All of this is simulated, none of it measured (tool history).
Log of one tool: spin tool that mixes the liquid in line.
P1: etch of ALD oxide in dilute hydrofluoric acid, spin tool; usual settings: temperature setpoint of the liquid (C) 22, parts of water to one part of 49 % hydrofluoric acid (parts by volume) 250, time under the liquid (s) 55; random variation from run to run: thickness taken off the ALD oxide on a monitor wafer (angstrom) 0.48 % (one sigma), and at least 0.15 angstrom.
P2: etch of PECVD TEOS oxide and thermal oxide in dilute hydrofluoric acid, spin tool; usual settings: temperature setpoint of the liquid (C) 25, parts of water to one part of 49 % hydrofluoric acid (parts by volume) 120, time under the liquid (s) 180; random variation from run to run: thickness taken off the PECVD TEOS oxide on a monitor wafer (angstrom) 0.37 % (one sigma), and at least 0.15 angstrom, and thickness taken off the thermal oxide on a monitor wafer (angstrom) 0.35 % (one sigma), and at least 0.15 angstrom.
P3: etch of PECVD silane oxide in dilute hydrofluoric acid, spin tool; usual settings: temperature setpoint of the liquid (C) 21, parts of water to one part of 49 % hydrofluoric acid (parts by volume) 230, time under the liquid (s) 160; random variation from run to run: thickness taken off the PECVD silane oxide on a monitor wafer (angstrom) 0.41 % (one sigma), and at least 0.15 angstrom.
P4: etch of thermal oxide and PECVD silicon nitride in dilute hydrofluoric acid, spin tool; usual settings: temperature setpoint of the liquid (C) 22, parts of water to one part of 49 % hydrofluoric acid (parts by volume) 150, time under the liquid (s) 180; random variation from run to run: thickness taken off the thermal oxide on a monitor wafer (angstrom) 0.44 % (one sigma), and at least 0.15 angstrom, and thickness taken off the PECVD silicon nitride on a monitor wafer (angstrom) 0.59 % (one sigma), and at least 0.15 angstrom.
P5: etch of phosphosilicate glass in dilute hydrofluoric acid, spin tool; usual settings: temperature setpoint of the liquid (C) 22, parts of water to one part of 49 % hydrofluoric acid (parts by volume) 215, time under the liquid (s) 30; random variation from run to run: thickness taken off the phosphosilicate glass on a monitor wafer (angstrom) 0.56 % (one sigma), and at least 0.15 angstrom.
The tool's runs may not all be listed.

| run | hour | process that ran | temperature setpoint of the liquid (C) | parts of water to one part of 49 % hydrofluoric acid (parts by volume) | time under the liquid (s) | thickness taken off the ALD oxide on a monitor wafer (angstrom) | thickness taken off the PECVD TEOS oxide on a monitor wafer (angstrom) | thickness taken off the thermal oxide on a monitor wafer (angstrom) | thickness taken off the PECVD silicon nitride on a monitor wafer (angstrom) | thickness taken off the PECVD silane oxide on a monitor wafer (angstrom) | thickness taken off the phosphosilicate glass on a monitor wafer (angstrom) |
|---|---|---|---|---|---|---|---|---|---|---|---|
| 1 | 9.7 | P1 | 22 | 250 | 55 | 46.821 |  |  |  |  |  |
| 2 | 20.5 | P1 | 22 | 250 | 55 | 47.212 |  |  |  |  |  |
| 3 | 28.7 | P1 | 22 | 360 | 85 | 45.812 |  |  |  |  |  |
| 4 | 38.5 | P2 | 25 | 210 | 180 |  | 66.306 | 36.334 |  |  |  |
| 5 | 46 | P1 | 22 | 250 | 15 | 12.891 |  |  |  |  |  |
| 6 | 56.1 | P2 | 25 | 120 | 180 |  | 128.1 | 70.23 |  |  |  |
| 7 | 63.6 | P4 | 27 | 150 | 180 |  |  | 59.88 | 54.567 |  |  |
| 8 | 69.9 | P3 | 21 | 385 | 160 |  |  |  |  | 67.994 |  |
| 9 | 75.4 | P1 | 17 | 150 | 55 | 70.614 |  |  |  |  |  |
| 10 | 85 | P4 | 22 | 150 | 180 |  |  | 49.731 | 39.565 |  |  |
| 11 | 90.4 | P1 | 22 | 455 | 55 | 21.66 |  |  |  |  |  |
| 12 | 98.5 | P2 | 25 | 120 | 55 |  | 39.235 | 21.718 |  |  |  |
| 13 | 104.6 | P4 | 22 | 80 | 180 |  |  | 100.63 | 73.711 |  |  |
| 14 | 113.7 | P1 | 22 | 250 | 55 | 47.134 |  |  |  |  |  |
| 15 | 121.5 | P1 | 18 | 250 | 55 | 40.471 |  |  |  |  |  |
| 16 | 130.4 | P5 | 28.5 | 215 | 30 |  |  |  |  |  | 134.65 |
| 17 | 140.5 | P1 | 30 | 95 | 55 | 197.56 |  |  |  |  |  |
| 18 | 145.2 | P3 | 21 | 230 | 160 |  |  |  |  | 131.39 |  |
| 19 | 153.6 | P1 | 22 | 250 | 95 | 81.723 |  |  |  |  |  |
| 20 | 159.3 | P1 | 22 | 115 | 55 | 117.21 |  |  |  |  |  |
| 21 | 164.8 | P3 | 21 | 230 | 160 |  |  |  |  | 131.27 |  |
| 22 | 175.5 | P1 | 22 | 250 | 55 | 47.294 |  |  |  |  |  |
| 23 | 182.9 | P5 | 22 | 215 | 50 |  |  |  |  |  | 175.62 |
| 24 | 192.4 | P4 | 22 | 150 | 40 |  |  | 11.27 | 9.0526 |  |  |
| 25 | 201.2 | P5 | 22 | 365 | 30 |  |  |  |  |  | 54.563 |
| 26 | 206.9 | P1 | 22 | 250 | 55 | 47.473 |  |  |  |  |  |
| 27 | 213.3 | P4 | 22 | 150 | 180 |  |  | 50.065 | 39.945 |  |  |
| 28 | 222.5 | P3 | 28.5 | 230 | 160 |  |  |  |  | 171.43 |  |
| 29 | 228.6 | P2 | 33 | 120 | 180 |  | 172.29 | 95.002 |  |  |  |
| 30 | 238.5 | P5 | 22 | 215 | 30 |  |  |  |  |  | 105.45 |
| 31 | 245.1 | P3 | 21 | 230 | 35 |  |  |  |  | 28.592 |  |
| 32 | 255.2 | P1 | 28.5 | 250 | 55 | 58.959 |  |  |  |  |  |
| 33 | 261.4 | P1 | 22 | 250 | 55 | 46.387 |  |  |  |  |  |
| 34 | 271.5 | P1 | 22 | 250 | 55 | 48.897 |  |  |  |  |  |
| 35 | 276.5 | P1 | 22 | 250 | 55 | 49.505 |  |  |  |  |  |
| 36 | 286.8 | P1 | 22 | 250 | 55 | 50.347 |  |  |  |  |  |
| 37 | 293.6 | P1 | 22 | 250 | 55 | 49.991 |  |  |  |  |  |
| 38 | 299.3 | P1 | 22 | 250 | 55 | 50.07 |  |  |  |  |  |
| 39 | 309.3 | P1 | 22 | 250 | 55 | 50.311 |  |  |  |  |  |
| 40 | 317.3 | P1 | 22 | 250 | 55 | 50.7 |  |  |  |  |  |
| 41 | 325.8 | P1 | 22 | 250 | 55 | 51.389 |  |  |  |  |  |
| 42 | 332.4 | P1 | 22 | 250 | 55 | 51.186 |  |  |  |  |  |
| 43 | 343 | P1 | 22 | 250 | 55 | 51.647 |  |  |  |  |  |

What P1 gives has crept away from where it was. These 2 causes fit the log equally well, each at the size given:
A: hydrofluoric acid flow above the setpoint (%) = 6.9
B: liquid hotter than its thermometer reads (K) = 2.29
The creep began at about hour 261.4.

4 check runs are offered, each on 2 wafers whose results are averaged, their results left as question marks. Which one tells the causes apart?
| check 1 | 353.6 | P5 | 22 | 360 | 45 |  |  |  |  |  | ? |
| check 2 | 353.6 | P2 | 33 | 120 | 60 |  | ? | ? |  |  |  |
| check 3 | 353.6 | P4 | 22 | 150 | 45 |  |  | ? | ? |  |  |
| check 4 | 353.6 | P3 | 28.5 | 230 | 70 |  |  |  |  | ? |  |

What each check would give under each cause:
| check | result | if A | if B |
|---|---|---|---|
| check 1 | thickness taken off the phosphosilicate glass on a monitor wafer (angstrom) | 90.009 | 89.132 |
| check 2 | thickness taken off the PECVD TEOS oxide on a monitor wafer (angstrom) | 62.376 | 62.554 |
| check 2 | thickness taken off the thermal oxide on a monitor wafer (angstrom) | 34.143 | 34.24 |
| check 3 | thickness taken off the thermal oxide on a monitor wafer (angstrom) | 13.37 | 13.517 |
| check 3 | thickness taken off the PECVD silicon nitride on a monitor wafer (angstrom) | 10.549 | 11.467 |
| check 4 | thickness taken off the PECVD silane oxide on a monitor wafer (angstrom) | 82.023 | 81.516 |
How far apart the two closest causes lie, in the result that separates them most: check 1 0.98 %; check 2 0.28 %; check 3 8.34 %; check 4 0.62 %
Only check 3 tells the causes apart: in the others they would give nearly the same result.

Check 3 was then run and gave: thickness taken off the thermal oxide on a monitor wafer (angstrom) 13.474; thickness taken off the PECVD silicon nitride on a monitor wafer (angstrom) 10.629. Which cause is it?

It is A: hydrofluoric acid flow above the setpoint (%).

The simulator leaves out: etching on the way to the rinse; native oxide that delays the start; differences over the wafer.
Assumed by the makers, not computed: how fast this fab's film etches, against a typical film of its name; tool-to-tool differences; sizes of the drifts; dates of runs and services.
